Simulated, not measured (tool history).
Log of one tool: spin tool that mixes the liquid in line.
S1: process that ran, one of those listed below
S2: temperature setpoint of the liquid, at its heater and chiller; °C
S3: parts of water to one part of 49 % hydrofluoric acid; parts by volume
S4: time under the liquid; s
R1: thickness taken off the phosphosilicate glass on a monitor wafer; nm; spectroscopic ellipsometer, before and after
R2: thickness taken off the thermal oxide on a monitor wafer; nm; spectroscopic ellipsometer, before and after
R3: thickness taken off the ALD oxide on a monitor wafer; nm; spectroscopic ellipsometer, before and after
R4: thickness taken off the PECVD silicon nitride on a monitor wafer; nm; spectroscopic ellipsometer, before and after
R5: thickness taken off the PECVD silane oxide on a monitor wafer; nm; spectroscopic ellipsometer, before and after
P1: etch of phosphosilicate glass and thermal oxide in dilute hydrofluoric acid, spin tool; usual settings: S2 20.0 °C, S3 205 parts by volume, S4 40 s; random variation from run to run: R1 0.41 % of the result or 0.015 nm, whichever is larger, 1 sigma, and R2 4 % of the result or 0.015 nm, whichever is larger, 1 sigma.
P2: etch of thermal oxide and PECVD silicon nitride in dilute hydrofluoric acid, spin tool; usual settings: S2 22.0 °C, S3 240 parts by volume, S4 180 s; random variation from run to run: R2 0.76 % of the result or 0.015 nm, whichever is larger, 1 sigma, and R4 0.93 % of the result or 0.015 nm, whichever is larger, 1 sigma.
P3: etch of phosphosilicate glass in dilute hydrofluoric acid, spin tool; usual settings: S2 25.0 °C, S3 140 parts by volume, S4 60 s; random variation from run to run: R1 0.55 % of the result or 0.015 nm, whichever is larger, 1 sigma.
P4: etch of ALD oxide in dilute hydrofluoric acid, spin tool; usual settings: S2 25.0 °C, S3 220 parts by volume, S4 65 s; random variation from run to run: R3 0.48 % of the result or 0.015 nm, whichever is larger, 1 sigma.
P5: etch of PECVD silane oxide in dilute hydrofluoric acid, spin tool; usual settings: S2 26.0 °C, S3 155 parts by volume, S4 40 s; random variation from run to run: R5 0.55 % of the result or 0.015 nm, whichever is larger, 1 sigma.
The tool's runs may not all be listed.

| run | hour | S1 | S2 | S3 | S4 | R1 | R2 | R3 | R4 | R5 |
|---|---|---|---|---|---|---|---|---|---|---|
| 1 | 8.2 | P1 | 20.0 | 205 | 40 | 9.7218 | 0.66078 |  |  |  |
| 2 | 21.3 | P3 | 25.0 | 200 | 60 | 37.7700 |  |  |  |  |
| 3 | 32.4 | P4 | 25.0 | 335 | 65 |  |  | 3.0629 |  |  |
| 4 | 45.0 | P1 | 17.0 | 295 | 40 | 5.5176 | 0.38856 |  |  |  |
| 5 | 59.7 | P1 | 20.0 | 205 | 40 | 9.6459 | 0.68675 |  |  |  |
| 6 | 73.8 | P2 | 27.0 | 240 | 180 |  | 3.50330 |  | 3.1513 |  |
| 7 | 84.0 | P2 | 22.0 | 70 | 180 |  | 12.16900 |  | 7.6752 |  |
| 8 | 92.3 | P4 | 25.0 | 220 | 115 |  |  | 9.2673 |  |  |
| 9 | 103.4 | P4 | 32.5 | 220 | 65 |  |  | 6.8044 |  |  |
| 10 | 118.3 | P1 | 20.0 | 205 | 40 | 9.5928 | 0.68817 |  |  |  |
| 11 | 127.3 | P1 | 17.0 | 205 | 40 | 8.5503 | 0.58710 |  |  |  |
| 12 | 136.8 | P3 | 25.0 | 140 | 30 | 28.9340 |  |  |  |  |
| 13 | 150.7 | P1 | 27.5 | 205 | 40 | 12.6630 | 0.97226 |  |  |  |
| 14 | 160.1 | P1 | 20.0 | 205 | 60 | 14.4850 | 1.09050 |  |  |  |
| 15 | 169.0 | P1 | 20.0 | 205 | 40 | 9.7068 | 0.68757 |  |  |  |
| 16 | 179.3 | P1 | 20.0 | 60 | 40 | 38.5970 | 2.58560 |  |  |  |
| 17 | 186.3 | P3 | 25.0 | 140 | 60 | 57.5710 |  |  |  |  |
| 18 | 194.9 | P1 | 20.0 | 320 | 40 | 5.5275 | 0.40596 |  |  |  |
| 19 | 204.4 | P4 | 25.0 | 220 | 65 |  |  | 5.2526 |  |  |
| 20 | 212.2 | P2 | 22.0 | 240 | 305 |  | 5.00480 |  | 3.8014 |  |
| 21 | 220.2 | P5 | 26.0 | 155 | 40 |  |  |  |  | 4.2926 |
| 22 | 233.5 | P5 | 33.5 | 155 | 40 |  |  |  |  | 5.5795 |
| 23 | 244.3 | P4 | 25.0 | 220 | 65 |  |  | 5.2569 |  |  |
| 24 | 256.5 | P3 | 21.0 | 140 | 60 | 49.2830 |  |  |  |  |
| 25 | 263.4 | P5 | 26.0 | 280 | 40 |  |  |  |  | 2.0632 |
| 26 | 278.2 | P1 | 20.0 | 205 | 40 | 9.6842 | 0.68563 |  |  |  |
| 27 | 286.4 | P5 | 26.0 | 155 | 15 |  |  |  |  | 1.6232 |
|  | 289.3 | thermometer replaced |
| 28 | 296.2 | P2 | 22.0 | 240 | 180 |  | 2.99570 |  | 2.3015 |  |
| 29 | 310.8 | P3 | 25.0 | 140 | 60 | 57.8470 |  |  |  |  |
| 30 | 325.3 | P1 | 20.0 | 205 | 40 | 9.6387 | 0.69540 |  |  |  |
| 31 | 334.6 | P1 | 20.0 | 205 | 15 | 3.5952 | 0.23522 |  |  |  |
| 32 | 346.9 | P2 | 22.0 | 240 | 180 |  | 2.95780 |  | 2.3051 |  |
| 33 | 361.6 | P1 | 20.0 | 205 | 40 | 9.6244 | 0.67596 |  |  |  |
| 34 | 372.0 | P1 | 20.0 | 205 | 40 | 9.3655 | 0.64375 |  |  |  |
| 35 | 378.8 | P1 | 20.0 | 205 | 40 | 9.3995 | 0.66729 |  |  |  |
| 36 | 387.2 | P1 | 20.0 | 205 | 40 | 9.1996 | 0.64773 |  |  |  |
| 37 | 397.1 | P1 | 20.0 | 205 | 40 | 9.0679 | 0.61350 |  |  |  |
| 38 | 411.5 | P1 | 20.0 | 205 | 40 | 8.9909 | 0.64932 |  |  |  |
| 39 | 419.3 | P1 | 20.0 | 205 | 40 | 8.9452 | 0.68936 |  |  |  |
| 40 | 428.8 | P1 | 20.0 | 205 | 40 | 8.8853 | 0.61922 |  |  |  |
| 41 | 442.2 | P1 | 20.0 | 205 | 40 | 8.9705 | 0.66548 |  |  |  |
| 42 | 453.0 | P1 | 20.0 | 205 | 40 | 8.9245 | 0.61493 |  |  |  |
| 43 | 466.8 | P1 | 20.0 | 205 | 40 | 8.8338 | 0.62291 |  |  |  |
| 44 | 477.9 | P1 | 20.0 | 205 | 40 | 8.7725 | 0.64970 |  |  |  |

What P1 gives has crept away from where it was. These 2 causes fit the log equally well, each at the size given:
A: liquid colder than its thermometer reads (K) = 2.14
B: hydrofluoric acid flow below the setpoint (%) = 6.68
The creep began at about hour 361.6.

4 check runs are offered, each on 2 wafers whose results are averaged, their results left as question marks. Which one tells the causes apart?
| check 1 | 489.0 | P3 | 25.0 | 140 | 60 | ? |  |  |  |  |
| check 2 | 489.0 | P4 | 25.0 | 220 | 65 |  |  | ? |  |  |
| check 3 | 489.0 | P2 | 22.0 | 240 | 180 |  | ? |  | ? |  |
| check 4 | 489.0 | P5 | 26.0 | 155 | 40 |  |  |  |  | ? |

What each check would give under each cause:
| check | result | if A | if B |
|---|---|---|---|
| check 1 | R1 | 53.4010 | 53.4820 |
| check 2 | R3 | 4.8449 | 4.8072 |
| check 3 | R2 | 2.72470 | 2.70830 |
| check 3 | R4 | 1.9912 | 2.1348 |
| check 4 | R5 | 3.9727 | 3.9667 |
How far apart the two closest causes lie, in the result that separates them most: check 1 0.15 %; check 2 0.78 %; check 3 6.96 %; check 4 0.15 %
Only check 3 tells the causes apart: in the others they would give nearly the same result.

Then check 3 was run and gave: R2 2.69800 nm; R4 2.1257 nm. Which cause is it?

It is B: hydrofluoric acid flow below the setpoint (%).
